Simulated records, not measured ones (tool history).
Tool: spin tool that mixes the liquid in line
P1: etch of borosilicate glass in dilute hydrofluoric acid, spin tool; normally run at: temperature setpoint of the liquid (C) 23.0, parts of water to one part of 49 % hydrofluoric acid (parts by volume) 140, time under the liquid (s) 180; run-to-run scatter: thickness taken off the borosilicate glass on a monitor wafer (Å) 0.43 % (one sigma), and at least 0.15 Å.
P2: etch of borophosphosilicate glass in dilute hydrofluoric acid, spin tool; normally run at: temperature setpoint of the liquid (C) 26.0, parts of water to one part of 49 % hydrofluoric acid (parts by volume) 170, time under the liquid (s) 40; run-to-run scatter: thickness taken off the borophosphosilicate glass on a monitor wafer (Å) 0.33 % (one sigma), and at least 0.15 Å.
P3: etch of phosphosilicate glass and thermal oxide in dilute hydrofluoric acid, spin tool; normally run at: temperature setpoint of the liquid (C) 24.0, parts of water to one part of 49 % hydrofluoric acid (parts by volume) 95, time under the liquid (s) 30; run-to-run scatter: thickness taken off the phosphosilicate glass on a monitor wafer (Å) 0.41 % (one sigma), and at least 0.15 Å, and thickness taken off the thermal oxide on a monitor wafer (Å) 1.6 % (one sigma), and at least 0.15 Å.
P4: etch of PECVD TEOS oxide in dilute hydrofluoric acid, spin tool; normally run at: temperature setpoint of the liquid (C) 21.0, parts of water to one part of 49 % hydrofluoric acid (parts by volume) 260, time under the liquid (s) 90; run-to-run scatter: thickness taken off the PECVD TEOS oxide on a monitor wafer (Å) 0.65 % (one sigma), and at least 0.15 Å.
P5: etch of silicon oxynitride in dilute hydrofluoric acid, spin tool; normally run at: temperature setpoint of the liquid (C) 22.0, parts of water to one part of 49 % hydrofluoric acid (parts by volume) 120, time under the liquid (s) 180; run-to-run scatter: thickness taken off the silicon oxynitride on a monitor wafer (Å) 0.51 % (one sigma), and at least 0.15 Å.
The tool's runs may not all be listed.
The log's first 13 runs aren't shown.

run,hour,process that ran,temperature setpoint of the liquid (C),parts of water to one part of 49 % hydrofluoric acid (parts by volume),time under the liquid (s),hours since the thermometer was replaced,hours since the hydrofluoric acid flow meter was replaced,thickness taken off the borosilicate glass on a monitor wafer (Å),thickness taken off the silicon oxynitride on a monitor wafer (Å),thickness taken off the phosphosilicate glass on a monitor wafer (Å),thickness taken off the thermal oxide on a monitor wafer (Å),thickness taken off the PECVD TEOS oxide on a monitor wafer (Å),thickness taken off the borophosphosilicate glass on a monitor wafer (Å)
14,155.1,P4,17.0,260,90,430.7,506.9,,,,,36.076,
15,163.6,P2,26.0,170,65,439.2,515.4,,,,,,228.88
16,177.5,P2,26.0,170,40,453.1,529.3,,,,,,141.99
17,189.0,P1,23.0,55,180,464.6,540.8,664.40,,,,,
18,196.4,P1,23.0,140,85,472.0,548.2,111.61,,,,,
19,204.7,P1,23.0,140,180,480.3,556.5,238.05,,,,,
20,216.4,P1,23.0,140,180,492.0,568.2,234.65,,,,,
21,230.5,P2,20.5,170,40,506.1,582.3,,,,,,114.83
22,240.7,P2,26.0,90,40,516.3,592.5,,,,,,294.85
23,252.3,P4,21.0,260,90,527.9,604.1,,,,,41.836,
24,266.3,P1,18.5,140,180,541.9,618.1,197.48,,,,,
25,274.0,P1,17.0,140,300,549.6,625.8,310.77,,,,,
26,286.0,P1,23.0,140,180,561.6,637.8,236.16,,,,,
27,301.3,P3,24.0,95,15,576.9,653.1,,,315.15,7.5726,,
28,315.1,P4,21.0,445,90,590.7,666.9,,,,,20.857,
29,325.9,P3,24.0,160,30,601.5,677.7,,,346.63,8.5055,,
30,339.6,P3,17.0,95,30,615.2,691.4,,,469.38,11.5140,,
31,354.3,P5,22.0,120,180,629.9,706.1,,55.494,,,,
32,362.7,P3,24.0,95,30,638.3,714.5,,,626.91,15.5060,,
33,379.0,P1,23.0,140,180,654.6,730.8,234.93,,,,,
34,391.9,P1,23.0,140,180,667.5,743.7,244.04,,,,,
35,404.1,P1,23.0,140,180,679.7,755.9,252.73,,,,,
36,412.3,P1,23.0,140,180,687.9,764.1,251.64,,,,,

The next listed run, before its measurement:
37,421.1,P1,23.0,140,180,696.7,772.9,?,,,,,

Run 37 gave thickness taken off the borosilicate glass on a monitor wafer (Å) 254.91.
